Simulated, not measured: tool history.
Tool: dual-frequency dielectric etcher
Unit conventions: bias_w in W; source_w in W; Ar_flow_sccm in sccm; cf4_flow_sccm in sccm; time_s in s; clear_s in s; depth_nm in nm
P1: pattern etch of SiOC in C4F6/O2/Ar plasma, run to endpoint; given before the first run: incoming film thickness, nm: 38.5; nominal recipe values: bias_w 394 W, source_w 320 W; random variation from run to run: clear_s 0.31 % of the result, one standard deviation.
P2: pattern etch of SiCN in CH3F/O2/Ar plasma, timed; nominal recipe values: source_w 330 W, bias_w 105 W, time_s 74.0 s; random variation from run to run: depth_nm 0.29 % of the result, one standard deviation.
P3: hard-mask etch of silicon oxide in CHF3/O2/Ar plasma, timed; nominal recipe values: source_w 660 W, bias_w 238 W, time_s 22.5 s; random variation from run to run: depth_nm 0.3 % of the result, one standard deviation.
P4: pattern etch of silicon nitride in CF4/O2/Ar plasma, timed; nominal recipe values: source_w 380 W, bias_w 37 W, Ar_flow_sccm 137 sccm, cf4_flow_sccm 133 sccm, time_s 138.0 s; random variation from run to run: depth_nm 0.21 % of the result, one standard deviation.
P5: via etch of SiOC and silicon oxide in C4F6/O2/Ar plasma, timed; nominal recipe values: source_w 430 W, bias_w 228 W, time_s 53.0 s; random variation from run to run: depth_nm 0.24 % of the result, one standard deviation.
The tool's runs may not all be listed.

run	hour	process	bias_w	source_w	Ar_flow_sccm	cf4_flow_sccm	time_s	clear_s	depth_nm
1	11.2	P1	394	320				15.403	
2	24.7	P1	394	320				15.404	
3	37.1	P4	37	380	137	133	190.0		256.050
4	51.4	P1	394	320				15.483	
5	65.8	P4	37	380	184	133	138.0		178.680
6	78.8	P5	228	430			53.0		68.165
7	89.0	P5	228	430			29.0		37.410
8	99.9	P4	37	380	137	179	138.0		193.220
9	109.3	P5	168	430			53.0		61.963
10	118.9	P1	394	320				15.337	
11	132.9	P1	394	430				13.849	
12	148.0	P2	105	330			74.0		30.441
13	160.1	P1	307	320				16.814	
14	174.7	P1	394	250				16.957	
15	188.0	P3	238	660			12.5		27.740
16	201.6	P2	105	220			74.0		26.229
17	211.1	P3	238	660			22.5		50.093
18	223.6	P3	238	660			22.5		49.971
19	232.2	P5	228	430			53.0		68.113
20	239.0	P4	37	260	137	133	138.0		133.770
21	249.7	P4	50	380	137	133	138.0		208.980
22	259.4	P4	37	380	137	133	138.0		185.690
23	269.8	P2	140	330			74.0		33.846

For run 24, what comes out?
24	277.7	P2	105	330			74.0		?

Run 24 gave depth_nm 30.316 nm.

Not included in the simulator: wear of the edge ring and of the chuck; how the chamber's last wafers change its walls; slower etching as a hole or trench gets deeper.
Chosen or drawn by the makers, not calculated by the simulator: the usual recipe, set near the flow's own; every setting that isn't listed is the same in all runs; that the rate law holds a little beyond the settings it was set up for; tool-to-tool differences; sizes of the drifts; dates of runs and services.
